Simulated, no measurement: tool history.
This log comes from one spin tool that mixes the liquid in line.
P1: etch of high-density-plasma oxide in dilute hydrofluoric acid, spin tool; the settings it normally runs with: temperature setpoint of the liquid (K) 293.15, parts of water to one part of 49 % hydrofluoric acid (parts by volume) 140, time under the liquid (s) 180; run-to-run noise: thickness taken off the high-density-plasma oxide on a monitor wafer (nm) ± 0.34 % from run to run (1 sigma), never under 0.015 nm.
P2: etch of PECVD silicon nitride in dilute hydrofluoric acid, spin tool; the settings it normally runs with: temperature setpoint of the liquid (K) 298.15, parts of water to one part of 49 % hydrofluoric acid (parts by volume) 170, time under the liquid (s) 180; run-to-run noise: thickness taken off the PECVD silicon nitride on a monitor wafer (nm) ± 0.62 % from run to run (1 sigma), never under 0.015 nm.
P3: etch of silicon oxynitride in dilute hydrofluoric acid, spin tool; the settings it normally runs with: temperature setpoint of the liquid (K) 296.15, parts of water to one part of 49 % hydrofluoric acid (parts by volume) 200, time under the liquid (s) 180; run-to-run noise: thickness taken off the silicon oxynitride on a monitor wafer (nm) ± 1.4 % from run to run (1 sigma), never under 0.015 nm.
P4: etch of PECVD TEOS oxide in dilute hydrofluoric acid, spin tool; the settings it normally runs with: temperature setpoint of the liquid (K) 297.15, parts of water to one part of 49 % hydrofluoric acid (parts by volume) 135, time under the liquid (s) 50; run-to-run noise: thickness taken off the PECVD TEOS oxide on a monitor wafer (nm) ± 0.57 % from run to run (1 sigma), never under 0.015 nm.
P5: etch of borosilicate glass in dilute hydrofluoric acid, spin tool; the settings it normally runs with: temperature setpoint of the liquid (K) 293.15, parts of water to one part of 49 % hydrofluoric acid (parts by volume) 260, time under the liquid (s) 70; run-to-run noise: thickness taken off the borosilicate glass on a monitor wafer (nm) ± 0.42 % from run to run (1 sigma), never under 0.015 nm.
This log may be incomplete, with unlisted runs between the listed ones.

run	hour	process that ran	temperature setpoint of the liquid (K)	parts of water to one part of 49 % hydrofluoric acid (parts by volume)	time under the liquid (s)	hours since the thermometer was replaced	hours since the hydrofluoric acid flow meter was replaced	thickness taken off the high-density-plasma oxide on a monitor wafer (nm)	thickness taken off the borosilicate glass on a monitor wafer (nm)	thickness taken off the PECVD TEOS oxide on a monitor wafer (nm)	thickness taken off the silicon oxynitride on a monitor wafer (nm)	thickness taken off the PECVD silicon nitride on a monitor wafer (nm)
1	3.2	P1	293.15	140	180	271.6	292.4	6.6727				
2	8.7	P5	293.15	260	135	277.1	297.9		10.96			
3	13.1	P4	297.15	135	50	281.5	302.3			4.5253		
4	18.6	P3	301.65	200	180	287	307.8				1.9347	
5	22.3	P1	293.15	80	180	290.7	311.5	12.5				
6	25.9	P1	293.15	140	15	294.3	315.1	0.56892				
7	29	P5	293.15	125	70	297.4	318.2		13.609			
8	34.5	P2	298.15	170	180	302.9	323.7					3.1175
9	39.8	P2	298.15	170	180	308.2	329					3.1668
10	42.8	P1	290.15	215	180	311.2	332	3.6151				
11	47.1	P4	297.15	45	50	315.5	336.3			15.272		
12	50.1	P2	290.65	170	180	318.5	339.3					1.962
13	54.1	P3	296.15	200	15	322.5	343.3				0.12839	
14	58.5	P2	298.15	170	355	326.9	347.7					6.1894
15	62.2	P1	293.15	245	180	330.6	351.4	3.4675				
16	67.4	P4	297.15	135	15	335.8	356.6			1.3473		
17	70.6	P3	296.15	90	180	339	359.8				3.7531	
18	74.5	P4	297.15	135	50	342.9	363.7			4.5705		
19	77.5	P5	298.15	260	70	345.9	366.7		6.8554			
20	81.5	P1	300.65	140	180	349.9	370.7	8.8892				
21	87	P1	293.15	140	180	355.4	376.2	6.6451				
22	89.7	P3	296.15	200	180	358.1	378.9				1.4951	
23	92.2	P2	298.15	90	180	360.6	381.4					6.0202
24	95.1	P4	290.15	135	50	363.5	384.3			3.4539		
25	99	P5	293.15	260	70	367.4	388.2		5.7362			
26	103	P1	298.65	140	55	371.4	392.2	2.5429				
27	107.2	P1	293.15	140	180	375.6	396.4	6.6721				
28	110.8	P1	290.15	140	180	379.2	400	5.954				
29	113.7	P1	293.15	140	180	382.1	402.9	6.7078				

The next listed run, before its measurement:
30	119.1	P1	293.15	140	180	387.5	408.3	?				

thickness taken off the high-density-plasma oxide on a monitor wafer (nm): 6.6744
